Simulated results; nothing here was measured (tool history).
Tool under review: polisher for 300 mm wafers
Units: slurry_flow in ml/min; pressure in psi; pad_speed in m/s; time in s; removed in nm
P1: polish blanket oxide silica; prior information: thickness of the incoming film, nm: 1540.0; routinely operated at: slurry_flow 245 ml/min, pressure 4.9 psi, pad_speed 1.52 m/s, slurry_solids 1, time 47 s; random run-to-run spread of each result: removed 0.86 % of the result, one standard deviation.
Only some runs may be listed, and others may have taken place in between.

run	hour	slurry_flow	pressure	pad_speed	slurry_solids	time	wafers polished on this pad	hours since the slurry nozzle was cleaned	hours since the head pressure was calibrated	hours since the slurry blender was calibrated	hours since the conditioning disc was replaced	removed
1	13.1	245	4.9	1.52	1	47	207	454.3	137.3	69.5	137.4	199.95
2	23.8	245	4.9	1.52	1.35	47	322	465	148	80.2	148.1	227.33
3	29.9	375	4.9	1.52	1	47	387	471.1	154.1	86.3	154.2	209.42
# hour 40.4: slurry blender recalibrated
4	41.1	245	6.7	1.52	1	27	507	482.3	165.3	0.7	165.4	158.75
5	52.8	245	4.9	1.52	1	47	633	494	177	12.4	177.1	202.29
6	61.5	245	4.9	1.52	1	47	726	502.7	185.7	21.1	185.8	203.1
7	72	320	3.1	1.52	1	47	838	513.2	196.2	31.6	196.3	130.24
8	83.2	245	4.9	1.52	0.55	47	958	524.4	207.4	42.8	207.5	147.22
9	94.3	245	7.6	1.52	1	47	1077	535.5	218.5	53.9	218.6	311.98
10	103.8	155	4.9	1.52	1	36	1179	545	228	63.4	228.1	146.38
11	113.4	245	4.9	1.52	1	23	1282	554.6	237.6	73	237.7	97.048
12	122.6	245	4.9	0.7	1	47	1380	563.8	246.8	82.2	246.9	108.81
13	130.1	245	4.9	1.52	1	47	1461	571.3	254.3	89.7	254.4	204.66
14	137.8	245	4.9	1.52	1	59	1543	579	262	97.4	262.1	257.13
15	149.2	245	4.9	2	1	47	1665	590.4	273.4	108.8	273.5	247.09
16	157.4	245	2.2	1.52	1	47	1753	598.6	281.6	117	281.7	90.968
17	168.3	180	4.9	1.52	1	47	1870	609.5	292.5	127.9	292.6	193.7
18	174.4	245	4.9	1.52	1	47	1935	615.6	298.6	134	298.7	200.91
19	182.7	245	4.9	1.52	1	47	2024	623.9	306.9	142.3	307	194.85
20	192.2	245	4.9	1.52	1	47	2126	633.4	316.4	151.8	316.5	189.57
21	199	245	4.9	1.52	1	47	2199	640.2	323.2	158.6	323.3	185.16
# hour 208.4: slurry nozzle cleaned
22	208.9	245	4.9	1.52	1	47	2305	0.6	333.1	168.5	333.2	182.12
23	222.1	245	4.9	1.52	1	47	2447	13.8	346.3	181.7	346.4	179.6
# hour 226.7: head pressure recalibrated
# hour 232.2: conditioning disc replaced and pad reconditioned
24	234.9	245	4.9	1.52	1	47	2584	26.6	8.3	194.5	2.8	180.63
25	246.8	245	4.9	1.52	1	47	2711	38.5	20.2	206.4	14.7	178.51
26	255.9	245	4.9	1.52	1	47	2809	47.6	29.3	215.5	23.8	177.35
27	264.2	245	4.9	1.52	1	47	2898	55.9	37.6	223.8	32.1	175.72

Compared with where it was, what P1 gives has crept away. Each cause listed below fits the log as well as the rest, at the size given for it:
A: abrasive missing from the slurry, % = 24.1
B: removal rate lost through wear of the pad, % = 12.6
The onset of the drift is placed at about hour 174.4.
Every other cause this tool's parts could produce, and why it does not fit the log:
slurry flow missing at the pad, %: work on it at hour 208.4, done after the drift set in, did not restore what the process gave before
head's pressure below its setpoint, %: work on it at hour 226.7, done after the drift set in, did not restore what the process gave before
time polished since the conditioner stopped cutting, s: work on it at hour 232.2, done after the drift set in, did not restore what the process gave before

You are offered 4 check runs, listed below with question marks in place of their results; each one averages 5 wafers. Which run separates the listed causes by giving clearly different results for each?
check 1	272.5	245	7.6	1.18	1	47						?
check 2	272.5	245	2.5	1.52	1	32						?
check 3	272.5	365	2.2	1.52	1	47						?
check 4	272.5	245	4.9	1.1	0.6	47						?

Predicted outcomes, by check and by cause:
check	result	if A	if B
check 1	removed	223.68	223.71
check 2	removed	61.344	61.353
check 3	removed	82.195	82.207
check 4	removed	101.07	104.65
Per-check spread between the two closest causes, in the result where they differ most: check 1 0.01 %; check 2 0.01 %; check 3 0.01 %; check 4 3.47 %
Check 4 is the one run that separates the causes; every other check would come out nearly the same whichever cause is at work.

With check 4 done, the readings were: removed 101.63 nm. Identify which of the listed causes applies.

Of the candidate causes, it is A: abrasive missing from the slurry, %.
